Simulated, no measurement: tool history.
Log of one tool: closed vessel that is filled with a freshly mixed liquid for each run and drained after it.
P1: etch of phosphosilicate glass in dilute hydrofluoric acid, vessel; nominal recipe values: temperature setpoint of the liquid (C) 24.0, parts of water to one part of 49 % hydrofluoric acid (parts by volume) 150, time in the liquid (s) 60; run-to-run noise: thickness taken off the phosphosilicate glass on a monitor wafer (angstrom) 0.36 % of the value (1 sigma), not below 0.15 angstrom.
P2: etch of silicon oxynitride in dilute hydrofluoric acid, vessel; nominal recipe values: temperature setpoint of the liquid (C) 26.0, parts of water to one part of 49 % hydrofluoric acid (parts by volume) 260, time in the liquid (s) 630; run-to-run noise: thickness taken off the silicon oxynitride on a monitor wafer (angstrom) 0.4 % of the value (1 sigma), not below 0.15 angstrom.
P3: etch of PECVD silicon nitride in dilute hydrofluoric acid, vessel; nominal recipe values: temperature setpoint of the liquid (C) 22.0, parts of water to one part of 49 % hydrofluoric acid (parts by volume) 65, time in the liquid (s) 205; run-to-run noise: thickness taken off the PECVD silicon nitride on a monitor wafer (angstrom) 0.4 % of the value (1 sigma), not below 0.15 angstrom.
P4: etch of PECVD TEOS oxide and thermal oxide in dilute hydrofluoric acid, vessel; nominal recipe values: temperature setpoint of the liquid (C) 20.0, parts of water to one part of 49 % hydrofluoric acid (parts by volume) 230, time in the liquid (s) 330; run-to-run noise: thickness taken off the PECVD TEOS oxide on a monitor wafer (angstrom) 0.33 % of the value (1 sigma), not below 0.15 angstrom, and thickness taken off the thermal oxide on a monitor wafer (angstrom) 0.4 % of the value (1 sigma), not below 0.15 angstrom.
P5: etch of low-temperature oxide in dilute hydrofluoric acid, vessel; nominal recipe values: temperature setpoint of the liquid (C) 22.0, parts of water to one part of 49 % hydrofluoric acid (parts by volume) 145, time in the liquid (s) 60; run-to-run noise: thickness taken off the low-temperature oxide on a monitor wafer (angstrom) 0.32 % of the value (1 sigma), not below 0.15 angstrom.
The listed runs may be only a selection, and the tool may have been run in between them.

run,hour,process that ran,temperature setpoint of the liquid (C),parts of water to one part of 49 % hydrofluoric acid (parts by volume),time in the liquid (s),thickness taken off the phosphosilicate glass on a monitor wafer (angstrom),thickness taken off the PECVD silicon nitride on a monitor wafer (angstrom),thickness taken off the low-temperature oxide on a monitor wafer (angstrom),thickness taken off the PECVD TEOS oxide on a monitor wafer (angstrom),thickness taken off the thermal oxide on a monitor wafer (angstrom),thickness taken off the silicon oxynitride on a monitor wafer (angstrom)
1,6.4,P1,24.0,150,60,296.60,,,,,
2,12.6,P3,22.0,20,205,,310.330,,,,
3,19.9,P1,24.0,150,60,297.13,,,,,
4,30.9,P5,22.0,145,60,,,86.735,,,
5,37.1,P4,20.0,230,330,,,,255.490,48.7230,
6,49.6,P1,24.0,30,60,1732.40,,,,,
7,56.9,P4,20.0,230,330,,,,255.900,48.6380,
8,63.3,P5,22.0,145,90,,,129.170,,,
9,68.8,P1,17.0,150,60,224.60,,,,,
10,80.8,P1,24.0,150,110,541.92,,,,,
11,89.4,P1,24.0,150,60,297.59,,,,,
12,101.9,P5,22.0,240,60,,,47.236,,,
13,111.3,P2,26.0,70,630,,,,,,325.510
14,118.1,P1,24.0,235,60,173.74,,,,,
15,125.8,P1,29.0,150,60,357.76,,,,,
16,137.2,P3,22.0,65,205,,99.947,,,,
# hour 138.0: thermometer replaced
17,148.4,P3,22.0,65,345,,166.030,,,,
18,158.8,P5,30.0,145,60,,,117.250,,,
19,166.7,P3,17.0,65,205,,70.324,,,,
20,179.4,P2,34.0,260,630,,,,,,103.060
21,186.5,P1,24.0,150,60,295.61,,,,,
22,195.0,P3,22.0,65,205,,98.894,,,,
23,203.2,P2,26.0,260,630,,,,,,74.733
24,211.7,P4,20.0,230,30,,,,22.926,4.5315,
25,222.0,P2,26.0,260,630,,,,,,74.634
26,234.2,P5,22.0,145,60,,,86.452,,,
27,240.6,P4,20.0,50,330,,,,1428.800,270.9300,
28,253.2,P1,24.0,150,35,173.98,,,,,
29,260.7,P2,26.0,260,1190,,,,,,141.650
30,266.8,P1,24.0,150,60,296.80,,,,,
31,272.5,P1,28.5,150,30,175.44,,,,,
32,280.8,P4,25.5,230,330,,,,311.590,59.7170,
33,292.8,P1,24.0,150,60,296.16,,,,,
34,305.2,P1,24.0,150,60,312.38,,,,,
35,312.2,P1,24.0,150,60,315.97,,,,,
36,323.9,P1,24.0,150,60,322.22,,,,,
37,332.1,P1,24.0,150,60,324.02,,,,,
38,341.7,P1,24.0,150,60,326.08,,,,,
39,347.5,P1,24.0,150,60,324.46,,,,,
40,356.8,P1,24.0,150,60,325.11,,,,,

The output of P1 has drifted from where it used to be. Each of the 2 causes below, taken at the size shown beside it, accounts for the log equally well:
A: hydrofluoric acid flow above the setpoint (%) = 7.97
B: liquid hotter than its thermometer reads (K) = 2.37
At approximately hour 292.8, the process output began to creep.

The check runs listed below each take one wafer, and their results are still question marks. Under which run would the listed causes lead to clearly different results?
check 1,366.1,P5,22.0,185,60,,,?,,,
check 2,366.1,P2,32.5,260,630,,,,,,?
check 3,366.1,P4,20.0,230,30,,,,?,?,
check 4,366.1,P3,22.0,65,305,,?,,,,

What every check run would give for each of its results, assuming each possible cause in turn:
check,result,if A,if B
check 1,thickness taken off the low-temperature oxide on a monitor wafer (angstrom),71.111,70.980
check 2,thickness taken off the silicon oxynitride on a monitor wafer (angstrom),106.420,106.190
check 3,thickness taken off the PECVD TEOS oxide on a monitor wafer (angstrom),25.542,25.434
check 3,thickness taken off the thermal oxide on a monitor wafer (angstrom),4.8594,4.8388
check 4,thickness taken off the PECVD silicon nitride on a monitor wafer (angstrom),158.680,172.700
Per check, the gap between the least separated pair of causes, taken in the result that splits them most: check 1 0.18 %; check 2 0.22 %; check 3 0.43 %; check 4 8.46 %
The other checks would show nearly matching results whichever cause is true, so check 4 is the only one that separates the causes.

With check 4 done, the readings were: thickness taken off the PECVD silicon nitride on a monitor wafer (angstrom) 173.610. Identify which of the listed causes applies.

It was cause B: liquid hotter than its thermometer reads (K).
